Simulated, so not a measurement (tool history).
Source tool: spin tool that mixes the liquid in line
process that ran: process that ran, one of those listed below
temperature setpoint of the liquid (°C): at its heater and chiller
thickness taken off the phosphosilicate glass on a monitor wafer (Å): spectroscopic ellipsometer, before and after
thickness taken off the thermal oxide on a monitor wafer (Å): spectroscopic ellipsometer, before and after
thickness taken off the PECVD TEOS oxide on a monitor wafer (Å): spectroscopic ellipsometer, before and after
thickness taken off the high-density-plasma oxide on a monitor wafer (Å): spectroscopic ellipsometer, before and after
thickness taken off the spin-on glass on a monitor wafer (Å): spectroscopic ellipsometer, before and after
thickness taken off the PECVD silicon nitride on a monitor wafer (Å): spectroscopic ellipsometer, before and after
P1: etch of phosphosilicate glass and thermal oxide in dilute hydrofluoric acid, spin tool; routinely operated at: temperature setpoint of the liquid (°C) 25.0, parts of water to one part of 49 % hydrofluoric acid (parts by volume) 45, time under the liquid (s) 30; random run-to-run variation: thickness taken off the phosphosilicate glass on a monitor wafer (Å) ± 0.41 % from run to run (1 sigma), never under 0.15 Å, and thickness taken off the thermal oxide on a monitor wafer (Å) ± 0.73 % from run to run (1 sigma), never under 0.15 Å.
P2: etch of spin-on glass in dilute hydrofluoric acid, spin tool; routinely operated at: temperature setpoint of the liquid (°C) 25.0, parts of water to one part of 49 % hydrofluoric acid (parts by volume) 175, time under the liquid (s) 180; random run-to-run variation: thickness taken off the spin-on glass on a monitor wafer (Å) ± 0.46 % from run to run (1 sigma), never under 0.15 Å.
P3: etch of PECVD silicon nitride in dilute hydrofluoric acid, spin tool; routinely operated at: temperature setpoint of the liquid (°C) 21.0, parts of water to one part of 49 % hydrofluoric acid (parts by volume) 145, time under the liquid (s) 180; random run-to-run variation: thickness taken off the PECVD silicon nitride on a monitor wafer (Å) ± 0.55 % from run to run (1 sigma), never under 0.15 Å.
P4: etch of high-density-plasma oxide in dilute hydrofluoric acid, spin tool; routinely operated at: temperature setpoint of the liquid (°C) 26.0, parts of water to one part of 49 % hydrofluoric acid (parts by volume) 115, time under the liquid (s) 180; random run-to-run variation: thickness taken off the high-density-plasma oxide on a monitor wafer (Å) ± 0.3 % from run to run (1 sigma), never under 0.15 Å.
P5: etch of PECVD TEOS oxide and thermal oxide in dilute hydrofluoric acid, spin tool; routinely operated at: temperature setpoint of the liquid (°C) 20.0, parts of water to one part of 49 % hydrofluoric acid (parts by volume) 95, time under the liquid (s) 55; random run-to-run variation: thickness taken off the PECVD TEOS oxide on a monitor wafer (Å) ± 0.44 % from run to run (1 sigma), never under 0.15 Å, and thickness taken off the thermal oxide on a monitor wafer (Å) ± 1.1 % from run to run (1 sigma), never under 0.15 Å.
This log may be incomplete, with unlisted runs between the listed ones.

run,hour,process that ran,temperature setpoint of the liquid (°C),parts of water to one part of 49 % hydrofluoric acid (parts by volume),time under the liquid (s),hours since the thermometer was replaced,hours since the hydrofluoric acid flow meter was replaced,thickness taken off the phosphosilicate glass on a monitor wafer (Å),thickness taken off the thermal oxide on a monitor wafer (Å),thickness taken off the PECVD TEOS oxide on a monitor wafer (Å),thickness taken off the high-density-plasma oxide on a monitor wafer (Å),thickness taken off the spin-on glass on a monitor wafer (Å),thickness taken off the PECVD silicon nitride on a monitor wafer (Å)
1,4.0,P1,25.0,45,30,527.3,952.7,623.41,35.2690,,,,
2,7.2,P5,20.0,95,15,530.5,955.9,,6.2991,23.111,,,
3,13.6,P1,25.0,20,55,536.9,962.3,2676.50,149.7800,,,,
4,19.3,P1,25.0,45,30,542.6,968.0,626.60,35.2450,,,,
5,23.5,P4,26.0,40,180,546.8,972.2,,,,389.720,,
6,28.7,P2,25.0,175,325,552.0,977.4,,,,,816.97,
7,35.2,P4,26.0,115,180,558.5,983.9,,,,123.590,,
8,41.9,P2,25.0,175,180,565.2,990.6,,,,,452.54,
9,46.4,P1,25.0,45,60,569.7,995.1,1248.50,70.4390,,,,
10,49.7,P1,25.0,70,30,573.0,998.4,386.02,21.7240,,,,
11,55.6,P3,21.0,145,295,578.9,1004.3,,,,,,94.667
12,62.3,P4,26.0,115,15,585.6,1011.0,,,,10.301,,
13,69.3,P1,25.0,45,30,592.6,1018.0,625.73,35.2180,,,,
14,74.0,P2,25.0,325,180,597.3,1022.7,,,,,209.16,
15,80.2,P5,17.0,95,55,603.5,1028.9,,20.1820,75.647,,,
16,85.3,P5,20.0,95,55,608.6,1034.0,,22.9360,85.644,,,
17,92.4,P3,21.0,145,180,615.7,1041.1,,,,,,57.641
18,97.2,P3,28.0,145,180,620.5,1045.9,,,,,,91.355
19,103.5,P1,29.0,45,30,626.8,1052.2,730.88,41.7270,,,,
20,108.3,P1,25.0,20,30,631.6,1057.0,1447.80,82.1880,,,,
21,112.1,P2,17.5,175,180,635.4,1060.8,,,,,335.89,
22,116.0,P1,25.0,45,30,639.3,1064.7,624.06,35.3590,,,,
23,119.4,P3,21.0,215,180,642.7,1068.1,,,,,,39.498
24,125.5,P1,25.0,45,30,648.8,1074.2,628.28,34.9510,,,,
25,131.3,P5,20.0,20,55,654.6,1080.0,,119.3100,444.510,,,
26,135.1,P4,20.5,115,180,658.4,1083.8,,,,98.843,,
27,139.9,P1,25.0,45,15,663.2,1088.6,311.75,17.5230,,,,
28,145.3,P1,18.5,45,30,668.6,1094.0,476.02,26.5060,,,,
29,152.4,P1,25.0,45,30,675.7,1101.1,623.96,35.0740,,,,
30,155.9,P1,19.5,45,55,679.2,1104.6,913.55,50.3680,,,,
31,162.0,P1,25.0,45,30,685.3,1110.7,622.20,35.2950,,,,
32,168.9,P1,25.0,45,30,692.2,1117.6,638.79,36.3400,,,,
33,174.1,P1,25.0,45,30,697.4,1122.8,646.94,36.0430,,,,
34,178.1,P1,25.0,45,30,701.4,1126.8,658.85,36.9630,,,,
35,185.0,P1,25.0,45,30,708.3,1133.7,664.45,37.4990,,,,
36,192.1,P1,25.0,45,30,715.4,1140.8,666.70,37.3670,,,,
37,195.4,P1,25.0,45,30,718.7,1144.1,671.29,37.7510,,,,
38,199.6,P1,25.0,45,30,722.9,1148.3,665.91,37.6200,,,,
39,205.6,P1,25.0,45,30,728.9,1154.3,667.28,37.7170,,,,
40,212.8,P1,25.0,45,30,736.1,1161.5,672.98,37.6620,,,,
41,216.6,P1,25.0,45,30,739.9,1165.3,674.71,38.2890,,,,
42,223.1,P1,25.0,45,30,746.4,1171.8,673.85,38.4790,,,,

Something has made what P1 gives creep away from where it was; the 2 causes below, each at its own stated size, fit the log equally well:
A: hydrofluoric acid flow above the setpoint (%) = 7.57
B: liquid hotter than its thermometer reads (K) = 1.9
The creep began at about hour 162.0.

Below are 4 check runs, each on a single wafer, with their results shown as question marks. Which of them would tell the listed causes apart, meaning the causes would give clearly different results under it?
check 1,229.6,P2,19.0,175,315,,,,,,,?,
check 2,229.6,P5,20.0,40,25,,,,?,?,,,
check 3,229.6,P3,24.5,145,180,,,,,,,,?
check 4,229.6,P4,22.0,115,180,,,,,,?,,

Check results expected under each cause:
check,result,if A,if B
check 1,thickness taken off the spin-on glass on a monitor wafer (Å),685.92,678.60
check 2,thickness taken off the thermal oxide on a monitor wafer (Å),28.1920,28.3180
check 2,thickness taken off the PECVD TEOS oxide on a monitor wafer (Å),105.930,106.400
check 3,thickness taken off the PECVD silicon nitride on a monitor wafer (Å),77.910,81.823
check 4,thickness taken off the high-density-plasma oxide on a monitor wafer (Å),114.400,113.590
How far apart the two closest causes lie, in the result that separates them most: check 1 1.07 %; check 2 0.45 %; check 3 4.9 %; check 4 0.71 %
The other checks would show nearly matching results whichever cause is true, so check 3 is the only one that separates the causes.

Then check 3 was run and gave: thickness taken off the PECVD silicon nitride on a monitor wafer (Å) 81.868. Which cause is it?

B is the cause: liquid hotter than its thermometer reads (K).
